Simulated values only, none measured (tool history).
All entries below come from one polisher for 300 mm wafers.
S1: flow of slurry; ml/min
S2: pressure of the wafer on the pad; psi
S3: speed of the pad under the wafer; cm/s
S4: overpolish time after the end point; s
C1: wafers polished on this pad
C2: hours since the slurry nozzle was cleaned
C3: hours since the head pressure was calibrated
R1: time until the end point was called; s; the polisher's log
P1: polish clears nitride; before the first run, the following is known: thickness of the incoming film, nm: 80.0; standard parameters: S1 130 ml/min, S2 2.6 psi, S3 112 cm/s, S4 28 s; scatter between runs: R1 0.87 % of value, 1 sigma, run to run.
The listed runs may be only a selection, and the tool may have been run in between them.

run 1 hour=7.9 | S1=130 S2=2.6 S3=112 S4=28 | C1=1095 C2=302.4 C3=344.3 | R1=101.53
run 2 hour=23.2 | S1=130 S2=1.8 S3=112 S4=28 | C1=1253 C2=317.7 C3=359.6 | R1=146.35
run 3 hour=31.3 | S1=130 S2=2.6 S3=112 S4=28 | C1=1337 C2=325.8 C3=367.7 | R1=100.67
run 4 hour=44.1 | S1=130 S2=2.6 S3=166 S4=28 | C1=1470 C2=338.6 C3=380.5 | R1=68.278
run 5 hour=55.2 | S1=130 S2=2.6 S3=52 S4=28 | C1=1585 C2=349.7 C3=391.6 | R1=219.73
run 6 hour=66.5 | S1=130 S2=3.9 S3=112 S4=28 | C1=1702 C2=361 C3=402.9 | R1=67.528
run 7 hour=83.7 | S1=130 S2=2.6 S3=112 S4=28 | C1=1881 C2=378.2 C3=420.1 | R1=100.67
run 8 hour=95.1 | S1=205 S2=2.6 S3=112 S4=28 | C1=1999 C2=389.6 C3=431.5 | R1=92.534
run 9 hour=103.3 | S1=130 S2=2.6 S3=112 S4=28 | C1=2084 C2=397.8 C3=439.7 | R1=101.73
-- hour=115.1 slurry nozzle cleaned
run 10 hour=120.3 | S1=130 S2=2.6 S3=112 S4=28 | C1=2260 C2=5.3 C3=456.7 | R1=100.93
run 11 hour=131.3 | S1=130 S2=2.6 S3=112 S4=28 | C1=2374 C2=16.3 C3=467.7 | R1=102.34
run 12 hour=140.9 | S1=130 S2=2.6 S3=70 S4=15 | C1=2474 C2=25.9 C3=477.3 | R1=163.63
run 13 hour=156.9 | S1=130 S2=4 S3=66 S4=28 | C1=2639 C2=41.9 C3=493.3 | R1=113.02
run 14 hour=169 | S1=130 S2=2.6 S3=112 S4=55 | C1=2765 C2=54 C3=505.4 | R1=101.13
run 15 hour=186.2 | S1=80 S2=2.6 S3=112 S4=28 | C1=2943 C2=71.2 C3=522.6 | R1=114.79
run 16 hour=203.4 | S1=130 S2=2.6 S3=112 S4=8 | C1=3121 C2=88.4 C3=539.8 | R1=100.45
run 17 hour=212.6 | S1=130 S2=2.6 S3=112 S4=28 | C1=3217 C2=97.6 C3=549 | R1=101.78
run 18 hour=220.2 | S1=130 S2=2.6 S3=112 S4=28 | C1=3296 C2=105.2 C3=556.6 | R1=101.93
run 19 hour=233.3 | S1=130 S2=2.6 S3=112 S4=28 | C1=3431 C2=118.3 C3=569.7 | R1=107.35
run 20 hour=250.8 | S1=130 S2=2.6 S3=112 S4=28 | C1=3613 C2=135.8 C3=587.2 | R1=108.53
run 21 hour=262.5 | S1=130 S2=2.6 S3=112 S4=28 | C1=3734 C2=147.5 C3=598.9 | R1=109.8
run 22 hour=275.5 | S1=130 S2=2.6 S3=112 S4=28 | C1=3869 C2=160.5 C3=611.9 | R1=109.39
run 23 hour=289.5 | S1=130 S2=2.6 S3=112 S4=28 | C1=4014 C2=174.5 C3=625.9 | R1=111.8
-- hour=300.7 head pressure recalibrated
run 24 hour=306.2 | S1=130 S2=2.6 S3=112 S4=28 | C1=4187 C2=191.2 C3=5.5 | R1=110.93
run 25 hour=315.4 | S1=130 S2=2.6 S3=112 S4=28 | C1=4282 C2=200.4 C3=14.7 | R1=110.93

Predict the results of run 26:
run 26 hour=326.3 | S1=130 S2=2.6 S3=112 S4=28 | C1=4395 C2=211.3 C3=25.6 | R1=?

{"run 26": {"R1": 112.51}}

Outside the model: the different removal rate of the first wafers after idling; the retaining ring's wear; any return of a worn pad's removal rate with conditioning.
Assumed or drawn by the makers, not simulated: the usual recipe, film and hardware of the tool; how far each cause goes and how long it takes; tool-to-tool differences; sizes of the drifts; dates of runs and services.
